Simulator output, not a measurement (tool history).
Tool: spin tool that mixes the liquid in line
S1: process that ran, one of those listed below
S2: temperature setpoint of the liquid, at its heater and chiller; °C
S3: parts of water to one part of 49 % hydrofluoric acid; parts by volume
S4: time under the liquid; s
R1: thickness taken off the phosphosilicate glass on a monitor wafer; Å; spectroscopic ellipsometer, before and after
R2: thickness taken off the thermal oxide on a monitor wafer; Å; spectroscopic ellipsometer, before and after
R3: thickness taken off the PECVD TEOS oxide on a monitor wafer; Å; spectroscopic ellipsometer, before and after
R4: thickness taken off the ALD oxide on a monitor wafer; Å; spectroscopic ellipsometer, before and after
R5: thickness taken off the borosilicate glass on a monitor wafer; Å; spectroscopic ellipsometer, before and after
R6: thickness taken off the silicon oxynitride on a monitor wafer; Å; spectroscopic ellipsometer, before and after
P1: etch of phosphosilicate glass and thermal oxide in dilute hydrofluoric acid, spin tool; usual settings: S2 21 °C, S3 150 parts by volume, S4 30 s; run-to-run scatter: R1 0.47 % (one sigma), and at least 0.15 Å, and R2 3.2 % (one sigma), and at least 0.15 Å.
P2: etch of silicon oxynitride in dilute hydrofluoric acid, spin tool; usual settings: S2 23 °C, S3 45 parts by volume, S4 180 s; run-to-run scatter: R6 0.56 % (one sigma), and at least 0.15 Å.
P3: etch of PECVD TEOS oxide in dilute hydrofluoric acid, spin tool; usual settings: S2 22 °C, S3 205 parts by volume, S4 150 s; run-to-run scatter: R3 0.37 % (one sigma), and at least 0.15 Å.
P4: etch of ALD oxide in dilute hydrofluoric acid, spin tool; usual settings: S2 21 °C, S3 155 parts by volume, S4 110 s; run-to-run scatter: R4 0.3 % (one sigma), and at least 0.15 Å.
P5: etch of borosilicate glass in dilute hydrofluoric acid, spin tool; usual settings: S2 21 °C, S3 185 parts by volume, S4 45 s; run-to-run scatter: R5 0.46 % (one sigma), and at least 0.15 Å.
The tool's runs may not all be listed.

run	hour	S1	S2	S3	S4	R1	R2	R3	R4	R5	R6
1	4.2	P1	21	150	30	160.390	6.7473				
2	11.8	P3	22	335	150			29.424			
3	20.1	P4	21	155	180				213.17		
4	24.6	P1	21	150	15	80.245	3.8109				
5	29.3	P1	21	260	50	138.840	6.4057				
6	36.2	P3	29	205	150			69.053			
7	42.6	P3	22	205	150			53.837			
8	49.9	P5	21	185	45					82.693	
9	57.2	P5	28	185	45					107.690	
10	61.9	P1	21	150	30	161.240	7.6326				
11	68.5	P1	21	85	30	302.660	14.9340				
12	73.7	P4	21	155	110				130.10		
13	81.2	P3	22	205	290			104.210			
14	87.8	P1	21	150	30	162.390	7.4678				
15	93.1	P3	22	205	150			53.703			
16	97.9	P2	17	45	180						52.451
17	105.1	P5	21	40	45					452.740	
# hour 107.6: hydrofluoric acid flow meter replaced
18	112.6	P4	17	155	110				110.90		
19	117.5	P4	21	70	110				317.84		
20	121.7	P1	29	150	30	218.570	9.8220				
21	128.8	P5	21	185	75					137.610	
22	135.7	P2	23	70	180						44.757
23	139.8	P1	21	275	30	77.935	3.4662				
24	147.8	P2	23	45	180						71.366
25	155.6	P1	21	150	30	160.900	7.4544				
26	161.1	P1	17	150	30	138.290	6.1135				

Forecast run 27:
27	165.8	P1	21	150	50	?	?				

{"run 27": {"R1": 268.52, "R2": 12.057}}
